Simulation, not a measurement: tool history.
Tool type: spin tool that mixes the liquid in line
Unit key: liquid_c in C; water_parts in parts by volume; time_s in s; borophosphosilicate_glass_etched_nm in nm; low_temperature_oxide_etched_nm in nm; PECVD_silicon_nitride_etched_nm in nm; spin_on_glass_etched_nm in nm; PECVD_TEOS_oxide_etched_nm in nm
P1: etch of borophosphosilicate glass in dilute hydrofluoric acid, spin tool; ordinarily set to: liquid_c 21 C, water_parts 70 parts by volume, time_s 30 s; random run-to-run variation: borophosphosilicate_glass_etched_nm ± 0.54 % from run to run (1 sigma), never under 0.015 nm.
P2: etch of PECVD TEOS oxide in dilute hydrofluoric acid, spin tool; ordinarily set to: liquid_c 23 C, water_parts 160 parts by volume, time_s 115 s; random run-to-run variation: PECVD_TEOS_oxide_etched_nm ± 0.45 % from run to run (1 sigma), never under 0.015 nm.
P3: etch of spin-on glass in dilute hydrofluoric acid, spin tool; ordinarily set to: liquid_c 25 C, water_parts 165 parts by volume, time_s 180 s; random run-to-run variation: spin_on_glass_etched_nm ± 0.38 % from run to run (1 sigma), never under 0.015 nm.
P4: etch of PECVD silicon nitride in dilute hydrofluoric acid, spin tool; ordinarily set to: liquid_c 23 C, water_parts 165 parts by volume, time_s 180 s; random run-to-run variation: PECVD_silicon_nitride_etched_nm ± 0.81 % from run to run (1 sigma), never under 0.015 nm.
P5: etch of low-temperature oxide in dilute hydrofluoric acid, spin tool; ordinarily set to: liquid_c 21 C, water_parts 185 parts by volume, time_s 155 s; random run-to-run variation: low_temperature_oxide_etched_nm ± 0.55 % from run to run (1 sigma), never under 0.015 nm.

run,day,process,liquid_c,water_parts,time_s,borophosphosilicate_glass_etched_nm,low_temperature_oxide_etched_nm,PECVD_silicon_nitride_etched_nm,spin_on_glass_etched_nm,PECVD_TEOS_oxide_etched_nm
1,0.342,P1,21,70,30,18.083,,,,
2,0.592,P5,21,185,305,,20.702,,,
3,1.021,P1,21,70,30,18.333,,,,
4,1.404,P4,23,265,180,,,1.6072,,
5,1.654,P3,25,165,345,,,,49.725,
6,2.046,P1,17,70,30,15.587,,,,
7,2.333,P1,21,70,30,18.412,,,,
8,2.688,P3,25,165,180,,,,25.962,
9,3.125,P2,23,25,115,,,,,41.951
10,3.512,P1,21,70,65,39.744,,,,
11,3.975,P2,17,160,115,,,,,4.4045
12,4.388,P4,23,165,180,,,2.6151,,
13,4.662,P1,21,105,45,17.436,,,,
14,4.996,P5,21,105,155,,20.084,,,
15,5.342,P3,18,165,180,,,,19.694,
16,5.654,P1,21,110,30,11.251,,,,
17,5.979,P1,21,20,30,68.533,,,,
18,6.379,P1,26,70,30,22.534,,,,
19,6.825,P1,28,45,30,39.217,,,,
20,7.108,P1,21,70,30,18.465,,,,
21,7.496,P4,18,165,180,,,1.86,,
22,7.767,P2,23,160,115,,,,,5.6032
23,8.088,P5,17,185,155,,9.0085,,,
24,8.354,P1,21,70,15,9.1077,,,,
25,8.733,P4,23,165,100,,,1.4295,,
26,8.962,P1,21,70,30,18.292,,,,
27,9.417,P1,21,70,30,18.307,,,,
28,9.667,P2,23,160,210,,,,,10.216
29,9.879,P3,25,55,180,,,,89.184,
30,10.096,P5,21,185,155,,10.446,,,
31,10.392,P1,21,105,45,17.673,,,,
32,10.829,P5,21,185,155,,10.437,,,
33,11.138,P1,21,70,30,18.267,,,,
34,11.479,P1,21,70,30,17.442,,,,
35,11.954,P1,21,70,30,17.11,,,,
36,12.271,P1,21,70,30,16.883,,,,

Predict the results of run 37:
37,12.504,P1,21,70,30,?,,,,

For run 37 the tool returned borophosphosilicate_glass_etched_nm 16.81 nm.
